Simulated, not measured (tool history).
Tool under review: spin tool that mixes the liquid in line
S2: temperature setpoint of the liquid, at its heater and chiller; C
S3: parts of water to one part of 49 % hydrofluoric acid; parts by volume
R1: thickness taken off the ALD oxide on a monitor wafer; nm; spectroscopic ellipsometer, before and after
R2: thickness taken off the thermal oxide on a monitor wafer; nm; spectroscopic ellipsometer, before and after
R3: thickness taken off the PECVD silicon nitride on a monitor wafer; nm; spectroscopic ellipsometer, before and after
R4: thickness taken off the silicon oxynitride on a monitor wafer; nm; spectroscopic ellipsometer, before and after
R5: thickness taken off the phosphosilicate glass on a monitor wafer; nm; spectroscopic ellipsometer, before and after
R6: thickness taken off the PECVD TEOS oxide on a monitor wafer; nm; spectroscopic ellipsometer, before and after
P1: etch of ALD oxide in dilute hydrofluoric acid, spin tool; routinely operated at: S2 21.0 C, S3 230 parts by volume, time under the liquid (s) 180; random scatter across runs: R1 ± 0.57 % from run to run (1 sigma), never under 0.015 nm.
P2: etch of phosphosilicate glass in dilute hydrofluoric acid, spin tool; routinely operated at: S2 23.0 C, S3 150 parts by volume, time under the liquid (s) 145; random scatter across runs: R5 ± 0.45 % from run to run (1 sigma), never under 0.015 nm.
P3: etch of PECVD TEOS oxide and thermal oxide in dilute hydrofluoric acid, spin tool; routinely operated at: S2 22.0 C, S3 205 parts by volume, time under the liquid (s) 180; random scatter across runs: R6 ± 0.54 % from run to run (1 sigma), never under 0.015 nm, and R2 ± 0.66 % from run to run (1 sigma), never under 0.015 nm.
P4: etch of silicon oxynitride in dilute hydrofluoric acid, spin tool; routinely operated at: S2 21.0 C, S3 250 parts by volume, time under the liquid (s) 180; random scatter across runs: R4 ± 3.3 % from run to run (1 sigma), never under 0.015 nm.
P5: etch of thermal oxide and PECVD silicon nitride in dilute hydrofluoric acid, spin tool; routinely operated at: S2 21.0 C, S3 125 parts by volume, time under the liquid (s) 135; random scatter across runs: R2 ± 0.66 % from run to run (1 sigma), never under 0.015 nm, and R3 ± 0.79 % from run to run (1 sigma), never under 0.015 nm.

run 1 hour=9.3 | process_that_ran=P1 S2=21.0 S3=230 time_under_the_liquid_(s)=180 | R1=6.00730
run 2 hour=19.5 | process_that_ran=P5 S2=21.0 S3=125 time_under_the_liquid_(s)=35 | R2=1.1506 R3=0.67876
run 3 hour=30.7 | process_that_ran=P1 S2=21.0 S3=80 time_under_the_liquid_(s)=90 | R1=10.25200
run 4 hour=42.7 | process_that_ran=P1 S2=21.0 S3=230 time_under_the_liquid_(s)=180 | R1=6.02390
run 5 hour=52.0 | process_that_ran=P1 S2=27.5 S3=230 time_under_the_liquid_(s)=180 | R1=7.60780
run 6 hour=61.3 | process_that_ran=P4 S2=28.0 S3=250 time_under_the_liquid_(s)=180 | R4=1.08920
run 7 hour=68.7 | process_that_ran=P2 S2=23.0 S3=80 time_under_the_liquid_(s)=145 | R5=109.550
run 8 hour=81.9 | process_that_ran=P2 S2=23.0 S3=150 time_under_the_liquid_(s)=145 | R5=53.788
run 9 hour=93.4 | process_that_ran=P3 S2=28.0 S3=205 time_under_the_liquid_(s)=180 | R2=4.4017 R6=10.5950
run 10 hour=104.9 | process_that_ran=P1 S2=21.0 S3=100 time_under_the_liquid_(s)=180 | R1=15.92900
run 11 hour=111.6 | process_that_ran=P5 S2=21.0 S3=125 time_under_the_liquid_(s)=135 | R2=4.4206 R3=2.63590
run 12 hour=118.7 | process_that_ran=P1 S2=21.0 S3=230 time_under_the_liquid_(s)=180 | R1=6.01770
run 13 hour=126.0 | process_that_ran=P4 S2=21.0 S3=415 time_under_the_liquid_(s)=180 | R4=0.42618
run 14 hour=134.5 | process_that_ran=P2 S2=23.0 S3=150 time_under_the_liquid_(s)=145 | R5=53.608
run 15 hour=144.2 | process_that_ran=P3 S2=22.0 S3=205 time_under_the_liquid_(s)=180 | R2=3.5754 R6=8.4432
run 16 hour=152.9 | process_that_ran=P5 S2=25.0 S3=125 time_under_the_liquid_(s)=135 | R2=5.1678 R3=3.40790
run 17 hour=162.9 | process_that_ran=P3 S2=22.0 S3=205 time_under_the_liquid_(s)=265 | R2=5.2092 R6=12.4720
run 18 hour=172.6 | process_that_ran=P1 S2=21.0 S3=230 time_under_the_liquid_(s)=180 | R1=5.99520
run 19 hour=182.6 | process_that_ran=P2 S2=23.0 S3=150 time_under_the_liquid_(s)=85 | R5=31.678
run 20 hour=189.4 | process_that_ran=P1 S2=21.0 S3=375 time_under_the_liquid_(s)=180 | R1=3.21520
run 21 hour=199.4 | process_that_ran=P5 S2=21.0 S3=125 time_under_the_liquid_(s)=135 | R2=4.3960 R3=2.61690
run 22 hour=210.8 | process_that_ran=P1 S2=21.0 S3=230 time_under_the_liquid_(s)=180 | R1=6.00220
run 23 hour=217.3 | process_that_ran=P4 S2=21.0 S3=250 time_under_the_liquid_(s)=70 | R4=0.31461
run 24 hour=230.5 | process_that_ran=P2 S2=17.0 S3=150 time_under_the_liquid_(s)=145 | R5=42.747
run 25 hour=238.2 | process_that_ran=P1 S2=21.0 S3=230 time_under_the_liquid_(s)=355 | R1=11.88900
run 26 hour=251.6 | process_that_ran=P4 S2=21.0 S3=250 time_under_the_liquid_(s)=180 | R4=0.79661
run 27 hour=261.1 | process_that_ran=P4 S2=21.0 S3=250 time_under_the_liquid_(s)=180 | R4=0.79011
run 28 hour=270.0 | process_that_ran=P1 S2=24.5 S3=230 time_under_the_liquid_(s)=345 | R1=13.13100
run 29 hour=283.4 | process_that_ran=P1 S2=17.0 S3=230 time_under_the_liquid_(s)=180 | R1=5.14400
run 30 hour=294.4 | process_that_ran=P3 S2=22.0 S3=75 time_under_the_liquid_(s)=180 | R2=11.2030 R6=27.0480
run 31 hour=302.0 | process_that_ran=P5 S2=21.0 S3=200 time_under_the_liquid_(s)=135 | R2=2.5543 R3=1.66090
run 32 hour=309.1 | process_that_ran=P1 S2=21.0 S3=230 time_under_the_liquid_(s)=15 | R1=0.51818
run 33 hour=323.1 | process_that_ran=P1 S2=21.0 S3=230 time_under_the_liquid_(s)=180 | R1=6.01610
run 34 hour=330.8 | process_that_ran=P1 S2=21.0 S3=230 time_under_the_liquid_(s)=180 | R1=6.17780
run 35 hour=338.9 | process_that_ran=P1 S2=21.0 S3=230 time_under_the_liquid_(s)=180 | R1=6.20710
run 36 hour=349.7 | process_that_ran=P1 S2=21.0 S3=230 time_under_the_liquid_(s)=180 | R1=6.28070
run 37 hour=360.4 | process_that_ran=P1 S2=21.0 S3=230 time_under_the_liquid_(s)=180 | R1=6.36520
run 38 hour=367.9 | process_that_ran=P1 S2=21.0 S3=230 time_under_the_liquid_(s)=180 | R1=6.33360
run 39 hour=380.0 | process_that_ran=P1 S2=21.0 S3=230 time_under_the_liquid_(s)=180 | R1=6.40190
run 40 hour=387.2 | process_that_ran=P1 S2=21.0 S3=230 time_under_the_liquid_(s)=180 | R1=6.37360

Compared with where it was, what P1 gives has crept away. Each cause listed below fits the log as well as the rest, at the size given for it:
A: hydrofluoric acid flow above the setpoint (%) = 4.67
B: liquid hotter than its thermometer reads (K) = 1.5
The process output started creeping at around hour 323.1.

Which of the check runs below tells the causes apart, meaning the causes would give it clearly different results? Each run uses 2 wafers whose results are averaged, and each result is shown as a question mark.
run check 1 hour=394.4 | process_that_ran=P4 S2=21.0 S3=250 time_under_the_liquid_(s)=180 | R4=?
run check 2 hour=394.4 | process_that_ran=P3 S2=22.0 S3=205 time_under_the_liquid_(s)=180 | R2=? R6=?
run check 3 hour=394.4 | process_that_ran=P2 S2=23.0 S3=150 time_under_the_liquid_(s)=145 | R5=?
run check 4 hour=394.4 | process_that_ran=P5 S2=21.0 S3=125 time_under_the_liquid_(s)=135 | R2=? R3=?

Predicted outcomes, by check and by cause:
check=check_1 result=R4 if_A=0.84960 if_B=0.86149
check=check_2 result=R2 if_A=3.7211 if_B=3.7247
check=check_2 result=R6 if_A=8.9629 if_B=8.9717
check=check_3 result=R5 if_A=56.854 if_B=57.103
check=check_4 result=R2 if_A=4.6556 if_B=4.6920
check=check_4 result=R3 if_A=2.74950 if_B=2.90490
How far apart the two closest causes lie, in the result that separates them most: check 1 1.39 %; check 2 0.1 %; check 3 0.44 %; check 4 5.5 %
Check 4 distinguishes between the causes, while the remaining checks would return nearly the same result for all of them.

The results of check 4 are: R2 4.6936 nm; R3 2.76820 nm. Based on these, which of the listed causes is it?

It is A: hydrofluoric acid flow above the setpoint (%).

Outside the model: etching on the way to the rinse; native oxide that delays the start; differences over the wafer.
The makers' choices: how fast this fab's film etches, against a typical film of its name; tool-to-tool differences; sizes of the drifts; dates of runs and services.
